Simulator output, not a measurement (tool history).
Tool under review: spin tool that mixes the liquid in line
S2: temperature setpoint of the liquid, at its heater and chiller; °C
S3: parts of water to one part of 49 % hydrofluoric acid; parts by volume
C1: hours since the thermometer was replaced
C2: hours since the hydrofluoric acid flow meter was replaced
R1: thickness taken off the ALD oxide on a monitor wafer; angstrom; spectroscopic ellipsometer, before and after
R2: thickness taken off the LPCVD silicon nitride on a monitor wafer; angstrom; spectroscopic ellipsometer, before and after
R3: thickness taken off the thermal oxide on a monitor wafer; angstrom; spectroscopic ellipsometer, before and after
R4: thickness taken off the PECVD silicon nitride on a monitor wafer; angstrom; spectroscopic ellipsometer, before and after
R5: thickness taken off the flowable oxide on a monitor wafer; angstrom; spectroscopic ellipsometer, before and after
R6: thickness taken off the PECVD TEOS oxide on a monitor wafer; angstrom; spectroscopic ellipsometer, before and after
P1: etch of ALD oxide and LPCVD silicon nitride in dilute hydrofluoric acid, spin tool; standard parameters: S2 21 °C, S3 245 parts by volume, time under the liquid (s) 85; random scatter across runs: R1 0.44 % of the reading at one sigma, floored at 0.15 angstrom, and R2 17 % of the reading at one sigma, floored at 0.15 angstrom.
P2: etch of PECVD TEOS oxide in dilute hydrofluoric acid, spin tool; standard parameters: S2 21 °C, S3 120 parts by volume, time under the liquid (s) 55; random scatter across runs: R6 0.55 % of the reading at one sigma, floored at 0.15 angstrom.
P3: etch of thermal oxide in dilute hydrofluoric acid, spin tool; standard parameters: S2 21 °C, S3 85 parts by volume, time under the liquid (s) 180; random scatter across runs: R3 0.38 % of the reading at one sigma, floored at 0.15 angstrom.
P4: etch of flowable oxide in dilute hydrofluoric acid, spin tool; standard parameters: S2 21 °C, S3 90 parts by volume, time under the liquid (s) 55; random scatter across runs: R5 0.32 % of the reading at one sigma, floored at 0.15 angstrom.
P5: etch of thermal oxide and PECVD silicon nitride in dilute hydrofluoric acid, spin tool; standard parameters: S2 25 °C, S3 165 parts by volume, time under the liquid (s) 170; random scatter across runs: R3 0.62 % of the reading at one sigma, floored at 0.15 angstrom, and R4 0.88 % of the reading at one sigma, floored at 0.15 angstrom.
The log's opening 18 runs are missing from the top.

Run 19, hour 219.5: process that ran P1, S2 25.5 °C, S3 155 parts by volume, time under the liquid (s) 85; C1 913.9; C2 1089.9. Result: R1 99.663 angstrom, R2 2.3827 angstrom.
Run 20, hour 233.1: process that ran P5, S2 25 °C, S3 165 parts by volume, time under the liquid (s) 170; C1 927.5; C2 1103.5. Result: R3 45.231 angstrom, R4 30.671 angstrom.
Run 21, hour 244.7: process that ran P3, S2 21 °C, S3 145 parts by volume, time under the liquid (s) 180; C1 939.1; C2 1115.1. Result: R3 50.556 angstrom.
Run 22, hour 258: process that ran P1, S2 17 °C, S3 245 parts by volume, time under the liquid (s) 85; C1 952.4; C2 1128.4. Result: R1 41.867 angstrom, R2 0.82437 angstrom.
Run 23, hour 268: process that ran P1, S2 21 °C, S3 65 parts by volume, time under the liquid (s) 85; C1 962.4; C2 1138.4. Result: R1 221.64 angstrom, R2 5.0638 angstrom.
Run 24, hour 281.5: process that ran P2, S2 27 °C, S3 120 parts by volume, time under the liquid (s) 55; C1 975.9; C2 1151.9. Result: R6 63.147 angstrom.
Run 25, hour 290: process that ran P2, S2 21 °C, S3 120 parts by volume, time under the liquid (s) 55; C1 984.4; C2 1160.4. Result: R6 48.458 angstrom.
Run 26, hour 297.4: process that ran P3, S2 21 °C, S3 85 parts by volume, time under the liquid (s) 180; C1 991.8; C2 1167.8. Result: R3 91.436 angstrom.
Run 27, hour 311.9: process that ran P2, S2 21 °C, S3 205 parts by volume, time under the liquid (s) 55; C1 1006.3; C2 1182.3. Result: R6 26.245 angstrom.
Run 28, hour 326.4: process that ran P4, S2 21 °C, S3 90 parts by volume, time under the liquid (s) 55; C1 1020.8; C2 1196.8. Result: R5 192.04 angstrom.
Run 29, hour 334.9: process that ran P1, S2 21 °C, S3 245 parts by volume, time under the liquid (s) 85; C1 1029.3; C2 1205.3. Result: R1 48.793 angstrom, R2 1.1751 angstrom.

For run 30, what comes out?
Run 30, hour 341.8: process that ran P1, S2 21 °C, S3 245 parts by volume, time under the liquid (s) 85; C1 1036.2; C2 1212.2. Result: R1 ?, R2 ?.

R1: 48.44 angstrom
R2: 1.2208 angstrom
